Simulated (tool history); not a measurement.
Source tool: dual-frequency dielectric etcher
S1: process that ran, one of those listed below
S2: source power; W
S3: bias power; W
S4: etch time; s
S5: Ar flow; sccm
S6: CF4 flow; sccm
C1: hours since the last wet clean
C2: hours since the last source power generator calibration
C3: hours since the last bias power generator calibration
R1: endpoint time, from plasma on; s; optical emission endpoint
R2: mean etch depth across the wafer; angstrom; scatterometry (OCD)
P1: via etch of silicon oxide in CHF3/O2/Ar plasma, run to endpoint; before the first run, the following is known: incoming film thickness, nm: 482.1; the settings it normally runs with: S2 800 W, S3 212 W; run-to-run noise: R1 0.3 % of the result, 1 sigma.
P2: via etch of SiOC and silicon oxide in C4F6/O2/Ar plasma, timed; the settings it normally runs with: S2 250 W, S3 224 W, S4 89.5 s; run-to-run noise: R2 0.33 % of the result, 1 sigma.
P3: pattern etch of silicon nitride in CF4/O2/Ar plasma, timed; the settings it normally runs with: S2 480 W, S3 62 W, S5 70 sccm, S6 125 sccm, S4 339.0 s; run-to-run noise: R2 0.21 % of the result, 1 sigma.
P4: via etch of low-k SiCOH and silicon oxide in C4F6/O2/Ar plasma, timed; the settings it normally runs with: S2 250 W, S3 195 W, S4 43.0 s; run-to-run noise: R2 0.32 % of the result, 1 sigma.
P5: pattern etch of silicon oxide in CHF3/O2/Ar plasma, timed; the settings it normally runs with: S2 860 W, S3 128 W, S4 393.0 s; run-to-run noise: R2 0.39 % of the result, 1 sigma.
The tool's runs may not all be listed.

run,hour,S1,S2,S3,S4,S5,S6,C1,C2,C3,R1,R2
1,6.9,P1,800,212,,,,184.4,1927.7,1021.7,212.57,
2,12.2,P1,800,156,,,,189.7,1933.0,1027.0,235.64,
3,16.4,P2,250,224,89.5,,,193.9,1937.2,1031.2,,898.19
4,21.0,P3,480,62,191.0,70,125,198.5,1941.8,1035.8,,4021.40
5,27.8,P3,480,62,339.0,54,125,205.3,1948.6,1042.6,,7276.50
6,36.3,P1,530,212,,,,213.8,1957.1,1051.1,249.12,
7,41.5,P1,520,160,,,,219.0,1962.3,1056.3,275.25,
8,47.9,P2,250,304,89.5,,,225.4,1968.7,1062.7,,1001.40
9,54.3,P4,330,195,43.0,,,231.8,1975.1,1069.1,,1069.70
10,60.3,P1,800,212,,,,237.8,1981.1,1075.1,213.32,
11,68.2,P4,250,132,43.0,,,245.7,1989.0,1083.0,,844.41
12,73.1,P4,250,195,61.5,,,250.6,1993.9,1087.9,,1369.70
13,79.6,P4,250,195,43.0,,,257.1,2000.4,1094.4,,957.31
14,84.5,P3,480,62,339.0,70,153,262.0,2005.3,1099.3,,7264.80
15,89.5,P1,800,212,,,,267.0,2010.3,1104.3,213.20,
16,98.3,P2,250,224,134.5,,,275.8,2019.1,1113.1,,1347.30
17,105.2,P5,860,128,393.0,,,282.7,2026.0,1120.0,,8091.70
18,114.1,P1,800,212,,,,291.6,2034.9,1128.9,211.88,
19,121.5,P2,160,224,89.5,,,299.0,2042.3,1136.3,,755.40
# hour 127.8: wet clean of the chamber
20,128.9,P1,1130,212,,,,1.1,2049.7,1143.7,187.11,
21,133.8,P3,480,35,339.0,70,125,6.0,2054.6,1148.6,,5894.70
22,142.1,P3,320,62,339.0,70,125,14.3,2062.9,1156.9,,5035.30
23,146.6,P3,480,62,339.0,70,125,18.8,2067.4,1161.4,,7171.70
24,151.4,P1,800,255,,,,23.6,2072.2,1166.2,199.48,
25,158.5,P2,250,224,89.5,,,30.7,2079.3,1173.3,,894.62
26,165.1,P5,1200,128,393.0,,,37.3,2085.9,1179.9,,9268.70
27,174.1,P5,860,128,219.5,,,46.3,2094.9,1188.9,,4525.30
28,179.1,P4,250,195,43.0,,,51.3,2099.9,1193.9,,957.23
29,183.4,P5,860,78,393.0,,,55.6,2104.2,1198.2,,7077.40
30,187.8,P1,800,212,,,,60.0,2108.6,1202.6,212.23,
31,193.6,P1,800,212,,,,65.8,2114.4,1208.4,213.41,
32,199.7,P1,800,212,,,,71.9,2120.5,1214.5,213.25,
33,208.2,P1,800,212,,,,80.4,2129.0,1223.0,214.40,
34,213.4,P1,800,212,,,,85.6,2134.2,1228.2,215.77,
35,218.7,P1,800,212,,,,90.9,2139.5,1233.5,214.54,
36,225.9,P1,800,212,,,,98.1,2146.7,1240.7,216.22,
# hour 233.7: wet clean of the chamber
37,233.7,P1,800,212,,,,0.1,2154.5,1248.5,215.25,
38,238.5,P1,800,212,,,,4.9,2159.3,1253.3,216.92,
39,247.1,P1,800,212,,,,13.5,2167.9,1261.9,217.17,
40,255.7,P1,800,212,,,,22.1,2176.5,1270.5,216.55,
41,264.1,P1,800,212,,,,30.5,2184.9,1278.9,215.75,
42,269.6,P1,800,212,,,,36.0,2190.4,1284.4,215.63,

What P1 gives has crept away from where it was. These 2 causes fit the log equally well, each at the size given:
A: bias power that arrives under what is set, % = 4.34
B: source power that arrives under what is set, % = 3.88
Creep in the process output first set in at about hour 193.6.
Excluded causes, each with its reason:
chamber walls in a state that lowers the etch rate, %: serviced at hour 233.7, after the drift had started, without restoring the earlier output

Each of the 4 check runs below uses one wafer; its results are left as question marks. Which run tells the causes apart?
check 1,275.1,P4,250,145,60.0,,,,,,,?
check 2,275.1,P2,250,270,126.5,,,,,,,?
check 3,275.1,P3,480,37,339.0,70,125,,,,,?
check 4,275.1,P5,980,86,393.0,,,,,,,?

Predicted outcomes, by check and by cause:
check,result,if A,if B
check 1,R2,1197.00,1195.00
check 2,R2,1328.60,1329.90
check 3,R2,5897.40,5776.80
check 4,R2,7531.00,7498.80
Separation of the two closest causes in each check, using whichever result separates them best: check 1 0.17 %; check 2 0.1 %; check 3 2.07 %; check 4 0.43 %
The causes can be told apart only by check 3. The other checks would give nearly the same results under each of them.

With check 3 done, the readings were: R2 5772.90 angstrom. Identify which of the listed causes applies.

B is the cause: source power that arrives under what is set, %.
